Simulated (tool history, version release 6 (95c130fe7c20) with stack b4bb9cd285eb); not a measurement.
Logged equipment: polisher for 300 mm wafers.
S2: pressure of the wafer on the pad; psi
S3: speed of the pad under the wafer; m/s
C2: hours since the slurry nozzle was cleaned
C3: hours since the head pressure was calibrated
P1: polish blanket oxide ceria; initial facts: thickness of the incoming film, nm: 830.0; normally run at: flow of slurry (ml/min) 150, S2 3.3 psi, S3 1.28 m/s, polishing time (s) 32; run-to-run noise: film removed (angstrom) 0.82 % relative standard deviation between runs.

run 1 hour=6.6 | flow_of_slurry_(ml/min)=150 S2=3.3 S3=1.28 polishing_time_(s)=32 | wafers_polished_on_this_pad=490 C2=165.7 C3=258 | film_removed_(angstrom)=1556.9
run 2 hour=11.9 | flow_of_slurry_(ml/min)=150 S2=3.3 S3=1.28 polishing_time_(s)=44 | wafers_polished_on_this_pad=554 C2=171 C3=263.3 | film_removed_(angstrom)=2161.6
run 3 hour=17.8 | flow_of_slurry_(ml/min)=110 S2=3.3 S3=1.28 polishing_time_(s)=32 | wafers_polished_on_this_pad=625 C2=176.9 C3=269.2 | film_removed_(angstrom)=1493.6
run 4 hour=22.1 | flow_of_slurry_(ml/min)=90 S2=3.3 S3=1.28 polishing_time_(s)=22 | wafers_polished_on_this_pad=676 C2=181.2 C3=273.5 | film_removed_(angstrom)=976.33
run 5 hour=27.8 | flow_of_slurry_(ml/min)=150 S2=3.3 S3=0.82 polishing_time_(s)=32 | wafers_polished_on_this_pad=745 C2=186.9 C3=279.2 | film_removed_(angstrom)=986.92
run 6 hour=33 | flow_of_slurry_(ml/min)=235 S2=3.3 S3=1.28 polishing_time_(s)=32 | wafers_polished_on_this_pad=807 C2=192.1 C3=284.4 | film_removed_(angstrom)=1656.8
run 7 hour=36.6 | flow_of_slurry_(ml/min)=150 S2=3.3 S3=1.28 polishing_time_(s)=32 | wafers_polished_on_this_pad=850 C2=195.7 C3=288 | film_removed_(angstrom)=1573.6
run 8 hour=44.1 | flow_of_slurry_(ml/min)=150 S2=4.5 S3=1.28 polishing_time_(s)=32 | wafers_polished_on_this_pad=940 C2=203.2 C3=295.5 | film_removed_(angstrom)=2121.2
run 9 hour=49.4 | flow_of_slurry_(ml/min)=150 S2=3.3 S3=1.28 polishing_time_(s)=32 | wafers_polished_on_this_pad=1004 C2=208.5 C3=300.8 | film_removed_(angstrom)=1571.3
run 10 hour=53.4 | flow_of_slurry_(ml/min)=150 S2=1.5 S3=1.28 polishing_time_(s)=32 | wafers_polished_on_this_pad=1052 C2=212.5 C3=304.8 | film_removed_(angstrom)=707.74
run 11 hour=59.6 | flow_of_slurry_(ml/min)=150 S2=3.3 S3=1.28 polishing_time_(s)=22 | wafers_polished_on_this_pad=1126 C2=218.7 C3=311 | film_removed_(angstrom)=1096.8
run 12 hour=66 | flow_of_slurry_(ml/min)=150 S2=3.3 S3=1.28 polishing_time_(s)=32 | wafers_polished_on_this_pad=1203 C2=225.1 C3=317.4 | film_removed_(angstrom)=1578.7
run 13 hour=72.3 | flow_of_slurry_(ml/min)=150 S2=3.3 S3=1.28 polishing_time_(s)=32 | wafers_polished_on_this_pad=1279 C2=231.4 C3=323.7 | film_removed_(angstrom)=1561.4
run 14 hour=77.8 | flow_of_slurry_(ml/min)=150 S2=3.3 S3=1.82 polishing_time_(s)=32 | wafers_polished_on_this_pad=1344 C2=236.9 C3=329.2 | film_removed_(angstrom)=2208.6
run 15 hour=82.1 | flow_of_slurry_(ml/min)=150 S2=3.3 S3=1.28 polishing_time_(s)=32 | wafers_polished_on_this_pad=1396 C2=241.2 C3=333.5 | film_removed_(angstrom)=1580.8
run 16 hour=86.5 | flow_of_slurry_(ml/min)=150 S2=3.3 S3=1.28 polishing_time_(s)=32 | wafers_polished_on_this_pad=1449 C2=245.6 C3=337.9 | film_removed_(angstrom)=1592
run 17 hour=90.5 | flow_of_slurry_(ml/min)=150 S2=3.3 S3=1.28 polishing_time_(s)=32 | wafers_polished_on_this_pad=1497 C2=249.6 C3=341.9 | film_removed_(angstrom)=1564.3
run 18 hour=96.7 | flow_of_slurry_(ml/min)=150 S2=3.3 S3=1.28 polishing_time_(s)=32 | wafers_polished_on_this_pad=1571 C2=255.8 C3=348.1 | film_removed_(angstrom)=1501.8
run 19 hour=102.2 | flow_of_slurry_(ml/min)=150 S2=3.3 S3=1.28 polishing_time_(s)=32 | wafers_polished_on_this_pad=1637 C2=261.3 C3=353.6 | film_removed_(angstrom)=1486.1
run 20 hour=108.7 | flow_of_slurry_(ml/min)=150 S2=3.3 S3=1.28 polishing_time_(s)=32 | wafers_polished_on_this_pad=1715 C2=267.8 C3=360.1 | film_removed_(angstrom)=1451
run 21 hour=114 | flow_of_slurry_(ml/min)=150 S2=3.3 S3=1.28 polishing_time_(s)=32 | wafers_polished_on_this_pad=1779 C2=273.1 C3=365.4 | film_removed_(angstrom)=1441.3
run 22 hour=119 | flow_of_slurry_(ml/min)=150 S2=3.3 S3=1.28 polishing_time_(s)=32 | wafers_polished_on_this_pad=1839 C2=278.1 C3=370.4 | film_removed_(angstrom)=1436.5
run 23 hour=126.2 | flow_of_slurry_(ml/min)=150 S2=3.3 S3=1.28 polishing_time_(s)=32 | wafers_polished_on_this_pad=1925 C2=285.3 C3=377.6 | film_removed_(angstrom)=1438.6
-- hour=128.6 head pressure recalibrated
run 24 hour=130.4 | flow_of_slurry_(ml/min)=150 S2=3.3 S3=1.28 polishing_time_(s)=32 | wafers_polished_on_this_pad=1975 C2=289.5 C3=1.9 | film_removed_(angstrom)=1427.7
run 25 hour=137.1 | flow_of_slurry_(ml/min)=150 S2=3.3 S3=1.28 polishing_time_(s)=32 | wafers_polished_on_this_pad=2056 C2=296.2 C3=8.6 | film_removed_(angstrom)=1419.4

Run 26 has not been measured yet. What should we expect?
run 26 hour=141.4 | flow_of_slurry_(ml/min)=150 S2=3.3 S3=1.28 polishing_time_(s)=32 | wafers_polished_on_this_pad=2107 C2=300.5 C3=12.9 | film_removed_(angstrom)=?

{"run 26": {"film removed (angstrom)": 1407.1}}
